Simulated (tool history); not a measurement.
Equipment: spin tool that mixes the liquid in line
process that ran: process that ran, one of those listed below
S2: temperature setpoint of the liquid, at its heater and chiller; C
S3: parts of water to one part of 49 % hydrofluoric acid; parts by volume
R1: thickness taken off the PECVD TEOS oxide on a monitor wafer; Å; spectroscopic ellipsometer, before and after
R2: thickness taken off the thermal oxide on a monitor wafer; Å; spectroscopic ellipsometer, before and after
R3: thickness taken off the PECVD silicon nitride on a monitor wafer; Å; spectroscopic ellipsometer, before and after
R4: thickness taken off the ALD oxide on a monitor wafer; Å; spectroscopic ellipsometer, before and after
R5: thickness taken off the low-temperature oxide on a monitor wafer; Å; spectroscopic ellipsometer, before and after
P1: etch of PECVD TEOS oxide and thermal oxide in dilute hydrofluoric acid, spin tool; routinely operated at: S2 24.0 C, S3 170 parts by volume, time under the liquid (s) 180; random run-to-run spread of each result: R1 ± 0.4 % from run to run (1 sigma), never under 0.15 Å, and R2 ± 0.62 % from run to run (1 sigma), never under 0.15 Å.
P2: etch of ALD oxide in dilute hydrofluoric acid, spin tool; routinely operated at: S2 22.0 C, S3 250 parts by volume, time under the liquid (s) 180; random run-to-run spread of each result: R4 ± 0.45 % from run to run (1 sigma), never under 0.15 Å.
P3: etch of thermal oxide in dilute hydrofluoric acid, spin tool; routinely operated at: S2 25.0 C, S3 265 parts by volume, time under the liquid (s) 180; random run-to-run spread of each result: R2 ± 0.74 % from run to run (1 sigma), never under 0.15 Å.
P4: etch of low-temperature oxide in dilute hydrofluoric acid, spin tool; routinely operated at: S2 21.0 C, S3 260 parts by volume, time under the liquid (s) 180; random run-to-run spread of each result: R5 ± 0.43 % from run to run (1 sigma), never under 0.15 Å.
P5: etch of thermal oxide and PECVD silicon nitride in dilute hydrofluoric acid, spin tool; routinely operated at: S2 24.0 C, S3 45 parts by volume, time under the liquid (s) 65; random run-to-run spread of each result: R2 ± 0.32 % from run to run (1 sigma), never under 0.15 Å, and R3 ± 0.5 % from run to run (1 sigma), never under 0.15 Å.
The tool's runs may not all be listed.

{"run": 1, "hour": 8.0, "process that ran": "P1", "S2": 24.0, "S3": 170, "time under the liquid (s)": 180, "R1": 83.465, "R2": 45.452}
{"run": 2, "hour": 15.7, "process that ran": "P1", "S2": 18.5, "S3": 170, "time under the liquid (s)": 180, "R1": 66.451, "R2": 36.606}
{"run": 3, "hour": 32.1, "process that ran": "P5", "S2": 24.0, "S3": 60, "time under the liquid (s)": 65, "R2": 55.601, "R3": 62.225}
{"run": 4, "hour": 47.9, "process that ran": "P1", "S2": 24.0, "S3": 95, "time under the liquid (s)": 310, "R1": 279.16, "R2": 150.81}
{"run": 5, "hour": 61.1, "process that ran": "P3", "S2": 25.0, "S3": 445, "time under the liquid (s)": 180, "R2": 13.742}
{"run": 6, "hour": 68.5, "process that ran": "P1", "S2": 24.0, "S3": 170, "time under the liquid (s)": 180, "R1": 83.391, "R2": 44.981}
{"run": 7, "hour": 81.2, "process that ran": "P2", "S2": 22.0, "S3": 250, "time under the liquid (s)": 310, "R4": 214.51}
{"run": 8, "hour": 92.3, "process that ran": "P2", "S2": 22.0, "S3": 250, "time under the liquid (s)": 180, "R4": 124.29}
{"run": 9, "hour": 109.1, "process that ran": "P5", "S2": 24.0, "S3": 45, "time under the liquid (s)": 110, "R2": 128.47, "R3": 139.52}
{"run": 10, "hour": 119.4, "process that ran": "P4", "S2": 21.0, "S3": 260, "time under the liquid (s)": 180, "R5": 127.43}
{"run": 11, "hour": 131.3, "process that ran": "P1", "S2": 24.0, "S3": 170, "time under the liquid (s)": 180, "R1": 82.944, "R2": 44.968}
{"run": 12, "hour": 146.2, "process that ran": "P2", "S2": 22.0, "S3": 380, "time under the liquid (s)": 180, "R4": 72.526}
{"run": 13, "hour": 157.4, "process that ran": "P1", "S2": 24.0, "S3": 170, "time under the liquid (s)": 300, "R1": 138.19, "R2": 75.036}
{"run": 14, "hour": 173.1, "process that ran": "P4", "S2": 17.0, "S3": 260, "time under the liquid (s)": 180, "R5": 108.92}
{"run": 15, "hour": 189.4, "process that ran": "P4", "S2": 21.0, "S3": 260, "time under the liquid (s)": 15, "R5": 10.678}
{"run": 16, "hour": 203.6, "process that ran": "P1", "S2": 24.0, "S3": 170, "time under the liquid (s)": 180, "R1": 82.534, "R2": 45.121}
{"run": 17, "hour": 218.8, "process that ran": "P1", "S2": 24.0, "S3": 170, "time under the liquid (s)": 20, "R1": 9.0228, "R2": 5.0997}
{"run": 18, "hour": 230.9, "process that ran": "P5", "S2": 24.0, "S3": 45, "time under the liquid (s)": 65, "R2": 75.815, "R3": 82.821}
{"run": 19, "hour": 238.3, "process that ran": "P3", "S2": 25.0, "S3": 265, "time under the liquid (s)": 180, "R2": 27.357}
{"run": 20, "hour": 252.1, "process that ran": "P5", "S2": 17.0, "S3": 45, "time under the liquid (s)": 65, "R2": 56.361, "R3": 50.755}
{"run": 21, "hour": 261.7, "process that ran": "P3", "S2": 25.0, "S3": 265, "time under the liquid (s)": 25, "R2": 3.9094}
{"run": 22, "hour": 271.1, "process that ran": "P1", "S2": 24.0, "S3": 70, "time under the liquid (s)": 180, "R1": 226.68, "R2": 124.27}
{"run": 23, "hour": 283.7, "process that ran": "P1", "S2": 24.0, "S3": 230, "time under the liquid (s)": 180, "R1": 56.809, "R2": 31.493}
{"run": 24, "hour": 295.1, "process that ran": "P1", "S2": 24.0, "S3": 170, "time under the liquid (s)": 180, "R1": 83.646, "R2": 45.563}
{"run": 25, "hour": 310.4, "process that ran": "P1", "S2": 24.0, "S3": 170, "time under the liquid (s)": 180, "R1": 83.17, "R2": 45.963}

Run 26 comes next. What will it give?
{"run": 26, "hour": 320.7, "process that ran": "P4", "S2": 21.0, "S3": 260, "time under the liquid (s)": 180, "R5": "?"}

{"run 26": {"R5": 127.49}}
